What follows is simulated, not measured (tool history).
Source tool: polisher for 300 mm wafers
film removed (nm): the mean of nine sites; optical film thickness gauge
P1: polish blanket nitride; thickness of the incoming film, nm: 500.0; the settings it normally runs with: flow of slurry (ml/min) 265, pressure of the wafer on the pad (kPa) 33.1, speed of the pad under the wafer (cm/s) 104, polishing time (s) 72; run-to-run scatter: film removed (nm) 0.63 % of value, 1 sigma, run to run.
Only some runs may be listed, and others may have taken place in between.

| run | hour | flow of slurry (ml/min) | pressure of the wafer on the pad (kPa) | speed of the pad under the wafer (cm/s) | polishing time (s) | wafers polished on this pad | hours since the slurry nozzle was cleaned | hours since the head pressure was calibrated | film removed (nm) |
|---|---|---|---|---|---|---|---|---|---|
| 1 | 13.1 | 265 | 33.1 | 104 | 72 | 916 | 274.8 | 174.5 | 156.180 |
| 2 | 26.6 | 265 | 45.5 | 104 | 99 | 1037 | 288.3 | 188.0 | 298.130 |
| 3 | 42.5 | 265 | 47.6 | 104 | 72 | 1179 | 304.2 | 203.9 | 225.330 |
| 4 | 54.0 | 265 | 33.1 | 104 | 72 | 1282 | 315.7 | 215.4 | 158.050 |
| 5 | 63.1 | 265 | 33.1 | 104 | 99 | 1363 | 324.8 | 224.5 | 217.970 |
| 6 | 80.2 | 160 | 33.1 | 104 | 72 | 1516 | 341.9 | 241.6 | 147.240 |
| 7 | 92.8 | 265 | 33.1 | 104 | 51 | 1629 | 354.5 | 254.2 | 111.630 |
| 8 | 109.7 | 380 | 33.1 | 104 | 72 | 1780 | 371.4 | 271.1 | 162.400 |
| 9 | 122.1 | 265 | 33.1 | 104 | 72 | 1891 | 383.8 | 283.5 | 157.730 |
| 10 | 133.7 | 265 | 18.6 | 104 | 72 | 1994 | 395.4 | 295.1 | 89.118 |
| 11 | 143.3 | 265 | 33.1 | 104 | 72 | 2080 | 405.0 | 304.7 | 156.860 |
| 12 | 151.3 | 265 | 33.1 | 70 | 72 | 2152 | 413.0 | 312.7 | 114.060 |
| 13 | 162.7 | 265 | 33.1 | 152 | 72 | 2254 | 424.4 | 324.1 | 213.480 |
| 14 | 173.2 | 265 | 33.1 | 104 | 72 | 2348 | 434.9 | 334.6 | 157.480 |
| 15 | 189.7 | 265 | 33.1 | 104 | 72 | 2495 | 451.4 | 351.1 | 152.920 |
| 16 | 206.7 | 265 | 33.1 | 104 | 72 | 2647 | 468.4 | 368.1 | 153.200 |
| 17 | 220.4 | 265 | 33.1 | 104 | 72 | 2770 | 482.1 | 381.8 | 152.080 |
| 18 | 234.2 | 265 | 33.1 | 104 | 72 | 2893 | 495.9 | 395.6 | 150.820 |
| 19 | 242.5 | 265 | 33.1 | 104 | 72 | 2967 | 504.2 | 403.9 | 150.100 |
|  | 243.4 | head pressure recalibrated |
| 20 | 255.7 | 265 | 33.1 | 104 | 72 | 3085 | 517.4 | 12.3 | 149.730 |
| 21 | 265.3 | 265 | 33.1 | 104 | 72 | 3171 | 527.0 | 21.9 | 149.550 |
| 22 | 273.1 | 265 | 33.1 | 104 | 72 | 3241 | 534.8 | 29.7 | 149.450 |

What P1 gives has crept away from where it was. These 2 causes fit the log equally well, each at the size given:
A: slurry flow missing at the pad, % = 34.6
B: removal rate lost through wear of the pad, % = 5.15
The drift started at roughly hour 173.2.
Excluded causes, each with its reason:
head's pressure below its setpoint, %: maintenance at hour 243.4, after the shift began, did not return the process to its former output

Which of the check runs below tells the causes apart, meaning the causes would give it clearly different results? Each run uses 5 wafers whose results are averaged, and each result is shown as a question mark.
| check 1 | 280.9 | 180 | 33.1 | 104 | 72 |  |  |  | ? |
| check 2 | 280.9 | 265 | 33.1 | 74 | 72 |  |  |  | ? |
| check 3 | 280.9 | 265 | 40.7 | 104 | 72 |  |  |  | ? |
| check 4 | 280.9 | 265 | 33.1 | 138 | 72 |  |  |  | ? |

What each check would give under each cause:
| check | result | if A | if B |
|---|---|---|---|
| check 1 | film removed (nm) | 139.690 | 142.910 |
| check 2 | film removed (nm) | 114.120 | 114.110 |
| check 3 | film removed (nm) | 184.170 | 184.150 |
| check 4 | film removed (nm) | 187.880 | 187.860 |
Per check, the gap between the least separated pair of causes, taken in the result that splits them most: check 1 2.28 %; check 2 0.01 %; check 3 0.01 %; check 4 0.01 %
The causes can be told apart only by check 1. The other checks would give nearly the same results under each of them.

After running check 1, the following was obtained: film removed (nm) 138.820. Which cause does this point to?

A is the cause: slurry flow missing at the pad, %.
